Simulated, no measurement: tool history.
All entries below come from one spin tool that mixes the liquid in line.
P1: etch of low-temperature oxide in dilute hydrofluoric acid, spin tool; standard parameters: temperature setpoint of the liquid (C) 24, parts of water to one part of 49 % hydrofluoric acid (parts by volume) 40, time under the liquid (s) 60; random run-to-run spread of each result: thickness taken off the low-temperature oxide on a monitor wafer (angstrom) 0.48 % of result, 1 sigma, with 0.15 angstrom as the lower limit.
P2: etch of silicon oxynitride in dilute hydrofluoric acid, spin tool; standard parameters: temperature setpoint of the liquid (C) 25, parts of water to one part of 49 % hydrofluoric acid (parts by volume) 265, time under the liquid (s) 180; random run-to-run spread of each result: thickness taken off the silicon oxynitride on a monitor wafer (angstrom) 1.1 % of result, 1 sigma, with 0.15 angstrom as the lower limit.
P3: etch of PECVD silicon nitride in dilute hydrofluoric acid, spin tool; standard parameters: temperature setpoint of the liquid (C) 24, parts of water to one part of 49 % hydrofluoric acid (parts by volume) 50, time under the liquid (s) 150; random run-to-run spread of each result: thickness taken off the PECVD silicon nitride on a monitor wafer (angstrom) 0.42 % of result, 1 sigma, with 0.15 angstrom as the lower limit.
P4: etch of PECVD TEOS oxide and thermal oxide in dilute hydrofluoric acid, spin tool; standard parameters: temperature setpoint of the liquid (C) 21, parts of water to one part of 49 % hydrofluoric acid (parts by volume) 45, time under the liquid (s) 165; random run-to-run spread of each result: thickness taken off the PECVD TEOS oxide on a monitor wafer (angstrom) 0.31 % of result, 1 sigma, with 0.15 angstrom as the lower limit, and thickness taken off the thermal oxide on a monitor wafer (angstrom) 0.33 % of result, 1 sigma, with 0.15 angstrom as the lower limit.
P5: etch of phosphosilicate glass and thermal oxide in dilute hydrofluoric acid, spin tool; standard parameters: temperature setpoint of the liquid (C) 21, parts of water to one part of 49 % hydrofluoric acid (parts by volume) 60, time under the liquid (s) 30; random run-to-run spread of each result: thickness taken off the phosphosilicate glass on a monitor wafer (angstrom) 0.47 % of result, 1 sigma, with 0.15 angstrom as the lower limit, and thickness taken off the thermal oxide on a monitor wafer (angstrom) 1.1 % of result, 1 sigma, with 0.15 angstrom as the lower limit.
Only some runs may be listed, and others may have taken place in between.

run   hour  process that ran  temperature setpoint of the liquid (C)  parts of water to one part of 49 % hydrofluoric acid (parts by volume)  time under the liquid (s)  thickness taken off the low-temperature oxide on a monitor wafer (angstrom)  thickness taken off the silicon oxynitride on a monitor wafer (angstrom)  thickness taken off the phosphosilicate glass on a monitor wafer (angstrom)  thickness taken off the thermal oxide on a monitor wafer (angstrom)  thickness taken off the PECVD silicon nitride on a monitor wafer (angstrom)  thickness taken off the PECVD TEOS oxide on a monitor wafer (angstrom)
  1   15.4                P1                                      24                                                                      40                         60                                                                       571.21
  2   28.4                P1                                      24                                                                      75                         60                                                                       288.19
  3   44.8                P1                                      32                                                                      40                         60                                                                       783.01
  4   61.3                P2                                      25                                                                     480                        180                                                                                                                                                 11.707
  5   77.1                P5                                      21                                                                      60                         15                                                                                                                                                                                                                              165.04                                                               11.547
  6     88                P3                                      32                                                                      50                        150                                                                                                                                                                                                                                                                                                                                                                                283.18
  7   97.3                P2                                      25                                                                     265                        180                                                                                                                                                 24.227
  8  105.5                P5                                      21                                                                      95                         30                                                                                                                                                                                                                              200.94                                                               13.474
  9    116                P4                                    25.5                                                                      45                        165                                                                                                                                                                                                                                                                                                    189.5                                                                                                                                               543.69
 10  127.6                P1                                      18                                                                      65                         60                                                                       262.87
 11  140.5                P4                                      21                                                                      30                        165                                                                                                                                                                                                                                                                                                   242.54                                                                                                                                                686.2
 12  154.6                P3                                      24                                                                      20                        150                                                                                                                                                                                                                                                                                                                                                                                405.98
 13  164.2                P1                                      20                                                                      40                         60                                                                       478.22
 14  176.3                P3                                      24                                                                      50                         80                                                                                                                                                                                                                                                                                                                                                                                90.421
 15  184.2                P1                                      24                                                                      40                         60                                                                       569.37
 16  192.7                P1                                      24                                                                      40                         60                                                                       567.79
 17  202.4                P1                                      24                                                                      60                        105                                                                        644.1
 18  216.4                P5                                      21                                                                      60                         30                                                                                                                                                                                                                              333.07                                                               23.019
 19  226.8                P2                                    31.5                                                                     265                        180                                                                                                                                                 32.196
 20  235.1                P1                                      24                                                                      40                         15                                                                       140.32
 21  246.1                P1                                    30.5                                                                      20                         60                                                                       1525.3
 22  259.4                P3                                      24                                                                      50                        150                                                                                                                                                                                                                                                                                                                                                                                168.72
 23  277.2                P1                                      24                                                                      20                         60                                                                       1166.6
 24  289.9                P1                                      24                                                                      40                         60                                                                       567.64
 25  298.7                P2                                      25                                                                     265                         15                                                                                                                                                 1.6057
 26  316.8                P1                                      24                                                                      40                        110                                                                       1039.6
 27  327.5                P4                                      21                                                                      45                        165                                                                                                                                                                                                                                                                                                   158.06                                                                                                                                               450.62
 28  337.2                P1                                      24                                                                      40                         60                                                                       570.27
 29  347.8                P4                                      21                                                                      45                         15                                                                                                                                                                                                                                                                                                    14.19                                                                                                                                               40.557
 30    356                P1                                      24                                                                      40                         60                                                                       567.77
 31  368.7                P5                                      17                                                                      60                         30                                                                                                                                                                                                                              279.45                                                               19.353
 32  378.8                P1                                      24                                                                      40                         60                                                                       564.41
 33    388                P1                                      24                                                                      40                         60                                                                       554.05
 34  402.7                P1                                      24                                                                      40                         60                                                                       542.45
 35  415.6                P1                                      24                                                                      40                         60                                                                       540.82
 36    431                P1                                      24                                                                      40                         60                                                                       532.93
 37  446.9                P1                                      24                                                                      40                         60                                                                       535.07
 38  459.4                P1                                      24                                                                      40                         60                                                                       530.72
 39  477.4                P1                                      24                                                                      40                         60                                                                       529.31
 40  494.7                P1                                      24                                                                      40                         60                                                                       530.07
 41  502.8                P1                                      24                                                                      40                         60                                                                       529.45

The log shows P1 creeping away from where it was. Any of the 2 causes listed here, at the size stated for it, fits the log just as well as the others:
A: liquid colder than its thermometer reads (K) = 1.63
B: hydrofluoric acid flow below the setpoint (%) = 6.25
The gradual shift began around hour 378.8.

Listed below are the offered check runs, one wafer per run, with question marks in place of results. For which of them would the causes give clearly different outcomes?
check 1  510.9                P5                                      21                                                                      60                         30                                                                                                                                                                                                                                   ?                                                                    ?
check 2  510.9                P4                                      21                                                                      45                        165                                                                                                                                                                                                                                                                                                        ?                                                                                                                                                    ?
check 3  510.9                P2                                      25                                                                     265                        180                                                                                                                                                      ?
check 4  510.9                P3                                      24                                                                      50                        150                                                                                                                                                                                                                                                                                                                                                                                     ?

Outcome of each check run for each possible cause:
  check                                                                       result    if A    if B
check 1  thickness taken off the phosphosilicate glass on a monitor wafer (angstrom)  309.27  309.04
check 1          thickness taken off the thermal oxide on a monitor wafer (angstrom)  21.315    21.3
check 2          thickness taken off the thermal oxide on a monitor wafer (angstrom)  147.23   147.4
check 2       thickness taken off the PECVD TEOS oxide on a monitor wafer (angstrom)  418.94  419.42
check 3     thickness taken off the silicon oxynitride on a monitor wafer (angstrom)  22.698  22.537
check 4  thickness taken off the PECVD silicon nitride on a monitor wafer (angstrom)  150.57  157.88
Minimum pairwise separation of causes per check, each pair taken at its best-separating result: check 1 0.07 %; check 2 0.11 %; check 3 0.71 %; check 4 4.75 %
Of the check runs offered, only check 4 discriminates between the causes; the rest would read about the same regardless of which cause applies.

Check 4 was then run and gave: thickness taken off the PECVD silicon nitride on a monitor wafer (angstrom) 150.69. Which cause is it?

The correct cause is A, namely: liquid colder than its thermometer reads (K).

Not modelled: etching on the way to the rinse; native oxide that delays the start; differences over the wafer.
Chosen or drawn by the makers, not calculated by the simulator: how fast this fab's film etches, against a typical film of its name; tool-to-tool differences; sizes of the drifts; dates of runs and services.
